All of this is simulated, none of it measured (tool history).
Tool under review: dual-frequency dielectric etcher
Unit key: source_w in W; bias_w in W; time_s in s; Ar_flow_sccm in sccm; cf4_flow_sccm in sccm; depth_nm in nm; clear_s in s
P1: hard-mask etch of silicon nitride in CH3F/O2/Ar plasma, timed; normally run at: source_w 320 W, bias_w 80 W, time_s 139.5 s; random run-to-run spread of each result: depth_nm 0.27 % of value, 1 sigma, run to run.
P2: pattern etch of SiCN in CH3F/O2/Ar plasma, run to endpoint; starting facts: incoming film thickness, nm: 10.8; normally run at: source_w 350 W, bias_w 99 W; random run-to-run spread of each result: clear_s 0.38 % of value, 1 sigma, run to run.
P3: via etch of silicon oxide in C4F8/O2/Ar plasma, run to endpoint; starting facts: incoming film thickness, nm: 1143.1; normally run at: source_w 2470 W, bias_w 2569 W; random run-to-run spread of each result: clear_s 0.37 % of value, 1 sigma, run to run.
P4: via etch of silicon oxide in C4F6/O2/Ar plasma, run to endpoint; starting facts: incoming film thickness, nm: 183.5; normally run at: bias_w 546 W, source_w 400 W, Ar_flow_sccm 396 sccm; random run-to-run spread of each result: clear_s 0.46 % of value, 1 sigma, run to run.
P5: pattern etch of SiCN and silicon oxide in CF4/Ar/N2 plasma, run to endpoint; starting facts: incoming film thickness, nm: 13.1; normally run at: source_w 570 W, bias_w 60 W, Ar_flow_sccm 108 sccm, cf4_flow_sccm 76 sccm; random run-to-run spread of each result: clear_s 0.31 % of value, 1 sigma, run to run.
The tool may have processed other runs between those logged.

run    day  process  source_w  bias_w  time_s  Ar_flow_sccm  cf4_flow_sccm  hours since the last wet clean  hours since the last source power generator calibration  hours since the last bias power generator calibration  depth_nm  clear_s
  1  0.112       P1       320      80   139.5                                                        292.6                                                    828.9                                                 3166.3    95.530
  2  0.317       P1       400     103   139.5                                                        297.5                                                    833.8                                                 3171.2   114.010
  3  0.421       P5       570      41                   108             76                           300.0                                                    836.3                                                 3173.7             14.486
  4  0.529       P1       320      80   173.0                                                        302.6                                                    838.9                                                 3176.3   118.030
  5  0.671       P5       400      60                   108             76                           306.0                                                    842.3                                                 3179.7             17.721
  6  0.896       P2       350     122                                                                311.4                                                    847.7                                                 3185.1             24.129
  7  1.096       P1       320      96   139.5                                                        316.2                                                    852.5                                                 3189.9   102.250
  8  1.225       P2       230      99                                                                319.3                                                    855.6                                                 3193.0             30.546
  9  1.379       P3      2470    2085                                                                323.0                                                    859.3                                                 3196.7            211.280
 10  1.588       P4       400     658                   396                                          328.0                                                    864.3                                                 3201.7             37.015
 11  1.738       P4       490     546                   396                                          331.6                                                    867.9                                                 3205.3             36.886
     1.833  -- source power generator calibrated
 12  1.888       P4       400     546                   289                                          335.2                                                      1.3                                                 3208.9             38.452
 13  2.012       P1       200      80   139.5                                                        338.2                                                      4.3                                                 3211.9    80.187
 14  2.125       P3      2470    2569                                                                340.9                                                      7.0                                                 3214.6            199.180
 15  2.312       P3      3010    2569                                                                345.4                                                     11.5                                                 3219.1            183.780
 16  2.417       P1       320      50   139.5                                                        347.9                                                     14.0                                                 3221.6    81.775
 17  2.558       P1       190     104   139.5                                                        351.3                                                     17.4                                                 3225.0    87.138
 18  2.683       P1       440      80   139.5                                                        354.3                                                     20.4                                                 3228.0   107.530
 19  2.854       P4       400     546                   396                                          358.4                                                     24.5                                                 3232.1             39.853
 20  3.021       P2       350      99                                                                362.4                                                     28.5                                                 3236.1             25.992
 21  3.233       P1       320      80   139.5                                                        367.5                                                     33.6                                                 3241.2    95.407
 22  3.446       P1       320      80    94.0                                                        372.6                                                     38.7                                                 3246.3    64.545
 23  3.567       P1       320      80   139.5                                                        375.5                                                     41.6                                                 3249.2    95.560
 24  3.758       P3      2470    2569                                                                380.1                                                     46.2                                                 3253.8            197.870
 25  3.954       P1       320      80   139.5                                                        384.8                                                     50.9                                                 3258.5    95.742
 26  4.100       P1       320      80   139.5                                                        388.3                                                     54.4                                                 3262.0    95.151
 27  4.258       P5       570      60                   108             76                           392.1                                                     58.2                                                 3265.8             12.982
 28  4.429       P1       320      80   139.5                                                        396.2                                                     62.3                                                 3269.9    95.003
 29  4.533       P4       400     546                   396                                          398.7                                                     64.8                                                 3272.4             39.872
 30  4.683       P1       410      80   182.0                                                        402.3                                                     68.4                                                 3276.0   136.880
 31  4.867       P5       570      60                    69             76                           406.7                                                     72.8                                                 3280.4             12.121
 32  4.996       P5       570      60                   108             76                           409.8                                                     75.9                                                 3283.5             12.893
 33  5.142       P5       570      60                   108             99                           413.3                                                     79.4                                                 3287.0             12.393
 34  5.350       P1       320      80   139.5                                                        418.3                                                     84.4                                                 3292.0    95.252
 35  5.567       P1       320      80   139.5                                                        423.5                                                     89.6                                                 3297.2    95.094
 36  5.721       P1       320      80   139.5                                                        427.2                                                     93.3                                                 3300.9    94.670
 37  5.867       P1       320      80   139.5                                                        430.7                                                     96.8                                                 3304.4    94.667
 38  6.067       P1       320      80   139.5                                                        435.5                                                    101.6                                                 3309.2    94.317
     6.100  -- wet clean of the chamber
 39  6.250       P1       320      80   139.5                                                          3.7                                                    106.0                                                 3313.6    93.944
 40  6.400       P1       320      80   139.5                                                          7.3                                                    109.6                                                 3317.2    94.245
 41  6.521       P1       320      80   139.5                                                         10.2                                                    112.5                                                 3320.1    93.916
 42  6.712       P1       320      80   139.5                                                         14.8                                                    117.1                                                 3324.7    93.652
 43  6.892       P1       320      80   139.5                                                         19.1                                                    121.4                                                 3329.0    94.152
 44  7.029       P1       320      80   139.5                                                         22.4                                                    124.7                                                 3332.3    94.166
 45  7.238       P1       320      80   139.5                                                         27.4                                                    129.7                                                 3337.3    93.834

The output of P1 has drifted from where it used to be. Each of the 2 causes below, taken at the size shown beside it, accounts for the log equally well:
A: source power that arrives under what is set, % = 4.62
B: bias power that arrives under what is set, % = 4.87
At approximately day 5.350, the process output began to creep.
Every other cause this tool's parts could produce, and why it does not fit the log:
chamber walls in a state that lowers the etch rate, %: serviced at day 6.100, after the change had begun; the process did not return to its earlier output

4 check runs are offered, one wafer each, their results left as question marks. Which one tells the causes apart?
check 1  7.446       P5       570      60                   108             76                                                                                                                                                                  ?
check 2  7.446       P3      2470    2569                                                                                                                                                                                                       ?
check 3  7.446       P4       400     546                   396                                                                                                                                                                                 ?
check 4  7.446       P2       350      99                                                                                                                                                                                                       ?

What each check would give under each cause:
  check   result     if A     if B
check 1  clear_s   13.497   13.146
check 2  clear_s  202.290  201.490
check 3  clear_s   40.553   40.613
check 4  clear_s   26.610   26.650
Distance between the nearest two causes, measured in the result of the check that separates them most: check 1 2.63 %; check 2 0.39 %; check 3 0.15 %; check 4 0.15 %
The causes can be told apart only by check 1. The other checks would give nearly the same results under each of them.

Then check 1 was run and gave: clear_s 13.171 s. Which cause is it?

Of the candidate causes, it is B: bias power that arrives under what is set, %.
